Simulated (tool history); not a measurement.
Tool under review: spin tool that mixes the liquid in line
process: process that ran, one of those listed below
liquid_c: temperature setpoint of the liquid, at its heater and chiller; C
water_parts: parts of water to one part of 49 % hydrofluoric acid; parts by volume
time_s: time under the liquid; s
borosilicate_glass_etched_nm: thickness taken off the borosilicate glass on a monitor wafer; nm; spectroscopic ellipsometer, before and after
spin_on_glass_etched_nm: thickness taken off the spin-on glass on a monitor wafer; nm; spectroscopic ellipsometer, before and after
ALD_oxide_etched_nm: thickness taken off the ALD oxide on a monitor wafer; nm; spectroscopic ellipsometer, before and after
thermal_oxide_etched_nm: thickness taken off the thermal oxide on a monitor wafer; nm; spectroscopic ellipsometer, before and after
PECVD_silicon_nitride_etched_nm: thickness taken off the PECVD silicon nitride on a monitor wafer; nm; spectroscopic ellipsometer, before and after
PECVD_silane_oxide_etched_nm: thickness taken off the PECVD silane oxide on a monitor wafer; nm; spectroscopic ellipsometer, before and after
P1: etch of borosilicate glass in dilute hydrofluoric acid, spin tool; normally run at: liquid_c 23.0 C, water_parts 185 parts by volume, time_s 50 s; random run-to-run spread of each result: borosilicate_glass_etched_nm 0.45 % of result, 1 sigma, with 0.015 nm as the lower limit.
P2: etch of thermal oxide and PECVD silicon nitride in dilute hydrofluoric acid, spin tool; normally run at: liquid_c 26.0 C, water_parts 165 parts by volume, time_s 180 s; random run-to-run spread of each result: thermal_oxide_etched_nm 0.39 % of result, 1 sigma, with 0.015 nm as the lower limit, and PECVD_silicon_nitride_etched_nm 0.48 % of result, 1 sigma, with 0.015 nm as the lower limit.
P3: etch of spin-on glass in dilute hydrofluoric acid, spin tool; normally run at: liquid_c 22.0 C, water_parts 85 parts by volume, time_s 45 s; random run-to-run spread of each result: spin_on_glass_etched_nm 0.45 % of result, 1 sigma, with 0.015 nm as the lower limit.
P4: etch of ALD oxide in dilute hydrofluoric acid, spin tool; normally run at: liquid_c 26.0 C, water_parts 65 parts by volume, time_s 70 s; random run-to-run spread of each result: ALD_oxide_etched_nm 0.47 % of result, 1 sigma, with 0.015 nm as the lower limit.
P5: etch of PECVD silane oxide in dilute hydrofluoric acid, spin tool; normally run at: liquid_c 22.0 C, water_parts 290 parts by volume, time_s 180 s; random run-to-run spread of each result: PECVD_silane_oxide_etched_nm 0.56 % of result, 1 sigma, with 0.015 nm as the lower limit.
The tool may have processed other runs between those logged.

| run | hour | process | liquid_c | water_parts | time_s | hours since the thermometer was replaced | hours since the hydrofluoric acid flow meter was replaced | borosilicate_glass_etched_nm | spin_on_glass_etched_nm | ALD_oxide_etched_nm | thermal_oxide_etched_nm | PECVD_silicon_nitride_etched_nm | PECVD_silane_oxide_etched_nm |
|---|---|---|---|---|---|---|---|---|---|---|---|---|---|
| 1 | 4.2 | P1 | 23.0 | 185 | 50 | 747.1 | 91.5 | 9.1684 |  |  |  |  |  |
| 2 | 11.2 | P1 | 23.0 | 185 | 50 | 754.1 | 98.5 | 9.1332 |  |  |  |  |  |
| 3 | 15.7 | P1 | 19.0 | 185 | 50 | 758.6 | 103.0 | 7.9039 |  |  |  |  |  |
| 4 | 22.6 | P3 | 27.0 | 85 | 45 | 765.5 | 109.9 |  | 22.163 |  |  |  |  |
| 5 | 27.6 | P1 | 29.5 | 185 | 50 | 770.5 | 114.9 | 11.6330 |  |  |  |  |  |
| 6 | 32.1 | P4 | 26.0 | 115 | 70 | 775.0 | 119.4 |  |  | 6.998 |  |  |  |
| 7 | 39.3 | P1 | 23.0 | 270 | 50 | 782.2 | 126.6 | 5.7630 |  |  |  |  |  |
| 8 | 44.7 | P2 | 26.0 | 75 | 180 | 787.6 | 132.0 |  |  |  | 13.1300 | 10.4800 |  |
| 9 | 48.3 | P4 | 26.0 | 65 | 70 | 791.2 | 135.6 |  |  | 13.205 |  |  |  |
| 10 | 54.0 | P4 | 26.0 | 65 | 130 | 796.9 | 141.3 |  |  | 24.122 |  |  |  |
| 11 | 61.0 | P2 | 26.0 | 165 | 270 | 803.9 | 148.3 |  |  |  | 8.0155 | 7.1609 |  |
| 12 | 64.8 | P3 | 22.0 | 25 | 45 | 807.7 | 152.1 |  | 67.512 |  |  |  |  |
| 13 | 68.3 | P1 | 23.0 | 185 | 50 | 811.2 | 155.6 | 9.2476 |  |  |  |  |  |
| 14 | 75.0 | P4 | 20.5 | 65 | 70 | 817.9 | 162.3 |  |  | 10.475 |  |  |  |
| 15 | 78.6 | P5 | 22.0 | 290 | 345 | 821.5 | 165.9 |  |  |  |  |  | 45.371 |
| 16 | 84.0 | P1 | 23.0 | 185 | 15 | 826.9 | 171.3 | 2.7261 |  |  |  |  |  |
| 17 | 87.6 | P4 | 26.0 | 65 | 70 | 830.5 | 174.9 |  |  | 13.123 |  |  |  |
| 18 | 93.0 | P2 | 26.0 | 165 | 180 | 835.9 | 180.3 |  |  |  | 5.3867 | 4.7660 |  |
| 19 | 100.5 | P5 | 27.5 | 290 | 180 | 843.4 | 187.8 |  |  |  |  |  | 28.867 |
| 20 | 107.9 | P1 | 23.0 | 185 | 50 | 850.8 | 195.2 | 9.1766 |  |  |  |  |  |
| 21 | 112.2 | P1 | 26.5 | 185 | 70 | 855.1 | 199.5 | 14.6240 |  |  |  |  |  |

Expected results for the next run?
| 22 | 116.6 | P1 | 23.0 | 185 | 50 | 859.5 | 203.9 | ? |  |  |  |  |  |

borosilicate_glass_etched_nm: 9.1040 nm
